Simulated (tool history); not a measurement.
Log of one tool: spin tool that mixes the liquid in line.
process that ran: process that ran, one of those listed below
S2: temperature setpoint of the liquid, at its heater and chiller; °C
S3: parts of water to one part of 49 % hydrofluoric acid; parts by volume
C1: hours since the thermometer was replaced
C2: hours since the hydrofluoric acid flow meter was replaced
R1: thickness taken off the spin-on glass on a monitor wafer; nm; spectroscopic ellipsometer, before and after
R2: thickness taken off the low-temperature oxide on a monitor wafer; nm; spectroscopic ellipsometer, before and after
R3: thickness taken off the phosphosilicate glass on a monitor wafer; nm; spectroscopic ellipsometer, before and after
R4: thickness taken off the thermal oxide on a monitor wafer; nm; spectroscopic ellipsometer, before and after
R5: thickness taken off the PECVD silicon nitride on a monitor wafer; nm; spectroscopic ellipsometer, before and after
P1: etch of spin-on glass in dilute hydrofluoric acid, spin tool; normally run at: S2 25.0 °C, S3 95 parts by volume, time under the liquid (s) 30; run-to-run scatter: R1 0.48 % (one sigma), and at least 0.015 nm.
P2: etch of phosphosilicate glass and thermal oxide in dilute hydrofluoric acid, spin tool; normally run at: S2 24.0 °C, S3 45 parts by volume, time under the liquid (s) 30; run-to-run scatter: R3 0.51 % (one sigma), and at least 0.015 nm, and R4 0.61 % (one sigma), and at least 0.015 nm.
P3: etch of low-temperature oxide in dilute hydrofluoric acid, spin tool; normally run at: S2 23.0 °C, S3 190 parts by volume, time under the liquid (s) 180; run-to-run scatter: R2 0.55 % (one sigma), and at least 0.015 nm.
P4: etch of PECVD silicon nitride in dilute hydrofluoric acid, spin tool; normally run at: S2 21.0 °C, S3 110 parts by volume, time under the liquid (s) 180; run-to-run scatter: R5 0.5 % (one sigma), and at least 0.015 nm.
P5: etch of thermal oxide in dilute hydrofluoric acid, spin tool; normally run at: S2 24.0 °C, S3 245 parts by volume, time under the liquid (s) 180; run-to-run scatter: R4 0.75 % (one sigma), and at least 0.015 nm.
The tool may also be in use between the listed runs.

{"run": 1, "hour": 14.9, "process that ran": "P1", "S2": 25.0, "S3": 95, "time under the liquid (s)": 30, "C1": 1239.1, "C2": 506.5, "R1": 22.929}
{"run": 2, "hour": 26.8, "process that ran": "P1", "S2": 25.0, "S3": 95, "time under the liquid (s)": 30, "C1": 1251.0, "C2": 518.4, "R1": 22.899}
{"run": 3, "hour": 43.4, "process that ran": "P1", "S2": 25.0, "S3": 95, "time under the liquid (s)": 30, "C1": 1267.6, "C2": 535.0, "R1": 23.092}
{"run": 4, "hour": 54.5, "process that ran": "P1", "S2": 17.0, "S3": 95, "time under the liquid (s)": 30, "C1": 1278.7, "C2": 546.1, "R1": 16.436}
{"run": 5, "hour": 63.2, "process that ran": "P1", "S2": 25.0, "S3": 95, "time under the liquid (s)": 30, "C1": 1287.4, "C2": 554.8, "R1": 23.085}
{"run": 6, "hour": 79.7, "process that ran": "P1", "S2": 25.0, "S3": 95, "time under the liquid (s)": 30, "C1": 1303.9, "C2": 571.3, "R1": 22.826}
{"run": 7, "hour": 90.1, "process that ran": "P3", "S2": 23.0, "S3": 285, "time under the liquid (s)": 180, "C1": 1314.3, "C2": 581.7, "R2": 5.1707}
{"run": 8, "hour": 108.5, "process that ran": "P3", "S2": 23.0, "S3": 190, "time under the liquid (s)": 355, "C1": 1332.7, "C2": 600.1, "R2": 16.977}
{"run": 9, "hour": 120.4, "process that ran": "P1", "S2": 25.0, "S3": 140, "time under the liquid (s)": 50, "C1": 1344.6, "C2": 612.0, "R1": 24.527}
{"run": 10, "hour": 139.3, "process that ran": "P2", "S2": 30.5, "S3": 45, "time under the liquid (s)": 30, "C1": 1363.5, "C2": 630.9, "R3": 73.747, "R4": 4.6804}
{"run": 11, "hour": 158.0, "process that ran": "P5", "S2": 24.0, "S3": 245, "time under the liquid (s)": 180, "C1": 1382.2, "C2": 649.6, "R4": 2.9831}
{"run": 12, "hour": 177.0, "process that ran": "P1", "S2": 25.0, "S3": 55, "time under the liquid (s)": 30, "C1": 1401.2, "C2": 668.6, "R1": 41.157}
{"run": 13, "hour": 194.2, "process that ran": "P1", "S2": 31.0, "S3": 95, "time under the liquid (s)": 30, "C1": 1418.4, "C2": 685.8, "R1": 28.775}
{"run": 14, "hour": 206.7, "process that ran": "P1", "S2": 25.0, "S3": 95, "time under the liquid (s)": 15, "C1": 1430.9, "C2": 698.3, "R1": 11.38}
{"run": 15, "hour": 220.5, "process that ran": "P4", "S2": 21.0, "S3": 110, "time under the liquid (s)": 180, "C1": 1444.7, "C2": 712.1, "R5": 4.7179}
{"run": 16, "hour": 230.2, "process that ran": "P2", "S2": 24.0, "S3": 45, "time under the liquid (s)": 30, "C1": 1454.4, "C2": 721.8, "R3": 57.116, "R4": 3.5555}
{"run": 17, "hour": 243.5, "process that ran": "P1", "S2": 30.0, "S3": 30, "time under the liquid (s)": 30, "C1": 1467.7, "C2": 735.1, "R1": 97.327}
{"run": 18, "hour": 255.4, "process that ran": "P5", "S2": 24.0, "S3": 245, "time under the liquid (s)": 65, "C1": 1479.6, "C2": 747.0, "R4": 1.0639}
{"run": 19, "hour": 274.4, "process that ran": "P5", "S2": 24.0, "S3": 160, "time under the liquid (s)": 180, "C1": 1498.6, "C2": 766.0, "R4": 5.0403}
{"run": 20, "hour": 288.9, "process that ran": "P1", "S2": 17.0, "S3": 95, "time under the liquid (s)": 45, "C1": 1513.1, "C2": 780.5, "R1": 24.588}
{"run": 21, "hour": 297.8, "process that ran": "P4", "S2": 21.0, "S3": 110, "time under the liquid (s)": 320, "C1": 1522.0, "C2": 789.4, "R5": 8.2647}
{"run": 22, "hour": 313.7, "process that ran": "P5", "S2": 17.0, "S3": 245, "time under the liquid (s)": 180, "C1": 1537.9, "C2": 805.3, "R4": 2.2738}
{"run": 23, "hour": 324.7, "process that ran": "P4", "S2": 21.0, "S3": 20, "time under the liquid (s)": 180, "C1": 1548.9, "C2": 816.3, "R5": 24.334}
{"run": 24, "hour": 334.7, "process that ran": "P3", "S2": 29.0, "S3": 190, "time under the liquid (s)": 180, "C1": 1558.9, "C2": 826.3, "R2": 10.878}
{"run": 25, "hour": 352.3, "process that ran": "P1", "S2": 25.0, "S3": 170, "time under the liquid (s)": 30, "C1": 1576.5, "C2": 843.9, "R1": 11.73}
{"run": 26, "hour": 371.2, "process that ran": "P4", "S2": 28.5, "S3": 110, "time under the liquid (s)": 180, "C1": 1595.4, "C2": 862.8, "R5": 7.5276}
{"run": 27, "hour": 388.3, "process that ran": "P3", "S2": 23.0, "S3": 190, "time under the liquid (s)": 180, "C1": 1612.5, "C2": 879.9, "R2": 8.6905}
{"run": 28, "hour": 398.1, "process that ran": "P2", "S2": 24.0, "S3": 45, "time under the liquid (s)": 30, "C1": 1622.3, "C2": 889.7, "R3": 56.585, "R4": 3.6022}
{"run": 29, "hour": 410.7, "process that ran": "P2", "S2": 24.0, "S3": 30, "time under the liquid (s)": 30, "C1": 1634.9, "C2": 902.3, "R3": 86.527, "R4": 5.5604}
{"run": 30, "hour": 422.0, "process that ran": "P4", "S2": 21.0, "S3": 110, "time under the liquid (s)": 180, "C1": 1646.2, "C2": 913.6, "R5": 4.6029}
{"run": 31, "hour": 438.5, "process that ran": "P1", "S2": 25.0, "S3": 95, "time under the liquid (s)": 50, "C1": 1662.7, "C2": 930.1, "R1": 37.994}
{"run": 32, "hour": 454.7, "process that ran": "P2", "S2": 24.0, "S3": 45, "time under the liquid (s)": 15, "C1": 1678.9, "C2": 946.3, "R3": 28.484, "R4": 1.8004}
{"run": 33, "hour": 473.1, "process that ran": "P1", "S2": 25.0, "S3": 95, "time under the liquid (s)": 30, "C1": 1697.3, "C2": 964.7, "R1": 22.782}
{"run": 34, "hour": 488.1, "process that ran": "P1", "S2": 25.0, "S3": 95, "time under the liquid (s)": 30, "C1": 1712.3, "C2": 979.7, "R1": 22.105}
{"run": 35, "hour": 504.0, "process that ran": "P1", "S2": 25.0, "S3": 95, "time under the liquid (s)": 30, "C1": 1728.2, "C2": 995.6, "R1": 21.477}
{"run": 36, "hour": 512.8, "process that ran": "P1", "S2": 25.0, "S3": 95, "time under the liquid (s)": 30, "C1": 1737.0, "C2": 1004.4, "R1": 21.518}
{"run": 37, "hour": 531.1, "process that ran": "P1", "S2": 25.0, "S3": 95, "time under the liquid (s)": 30, "C1": 1755.3, "C2": 1022.7, "R1": 21.382}
{"run": 38, "hour": 541.4, "process that ran": "P1", "S2": 25.0, "S3": 95, "time under the liquid (s)": 30, "C1": 1765.6, "C2": 1033.0, "R1": 21.465}
{"run": 39, "hour": 556.7, "process that ran": "P1", "S2": 25.0, "S3": 95, "time under the liquid (s)": 30, "C1": 1780.9, "C2": 1048.3, "R1": 21.198}
{"run": 40, "hour": 568.0, "process that ran": "P1", "S2": 25.0, "S3": 95, "time under the liquid (s)": 30, "C1": 1792.2, "C2": 1059.6, "R1": 21.158}
{"run": 41, "hour": 576.9, "process that ran": "P1", "S2": 25.0, "S3": 95, "time under the liquid (s)": 30, "C1": 1801.1, "C2": 1068.5, "R1": 21.111}

What P1 gives has crept away from where it was. These 2 causes fit the log equally well, each at the size given:
A: hydrofluoric acid flow below the setpoint (%) = 6.21
B: liquid colder than its thermometer reads (K) = 1.82
The creep began at about hour 473.1.

4 check runs are offered, one wafer each, their results left as question marks. Which one tells the causes apart?
{"run": "check 1", "hour": 585.8, "process that ran": "P3", "S2": 23.0, "S3": 190, "time under the liquid (s)": 345, "R2": "?"}
{"run": "check 2", "hour": 585.8, "process that ran": "P2", "S2": 29.5, "S3": 45, "time under the liquid (s)": 15, "R3": "?", "R4": "?"}
{"run": "check 3", "hour": 585.8, "process that ran": "P5", "S2": 19.0, "S3": 245, "time under the liquid (s)": 180, "R4": "?"}
{"run": "check 4", "hour": 585.8, "process that ran": "P4", "S2": 21.0, "S3": 25, "time under the liquid (s)": 180, "R5": "?"}

What each check would give under each cause:
check=check_1 result=R2 if_A=15.2970 if_B=15.4240
check=check_2 result=R3 if_A=33.216 if_B=33.087
check=check_2 result=R4 if_A=2.0968 if_B=2.0887
check=check_3 result=R4 if_A=2.2911 if_B=2.3115
check=check_4 result=R5 if_A=18.4520 if_B=17.2700
How far apart the two closest causes lie, in the result that separates them most: check 1 0.83 %; check 2 0.39 %; check 3 0.89 %; check 4 6.62 %
Check 4 tells the causes apart: in the others they would give nearly the same result.

Then check 4 was run and gave: R5 18.5060 nm. Which cause is it?

It is A: hydrofluoric acid flow below the setpoint (%).
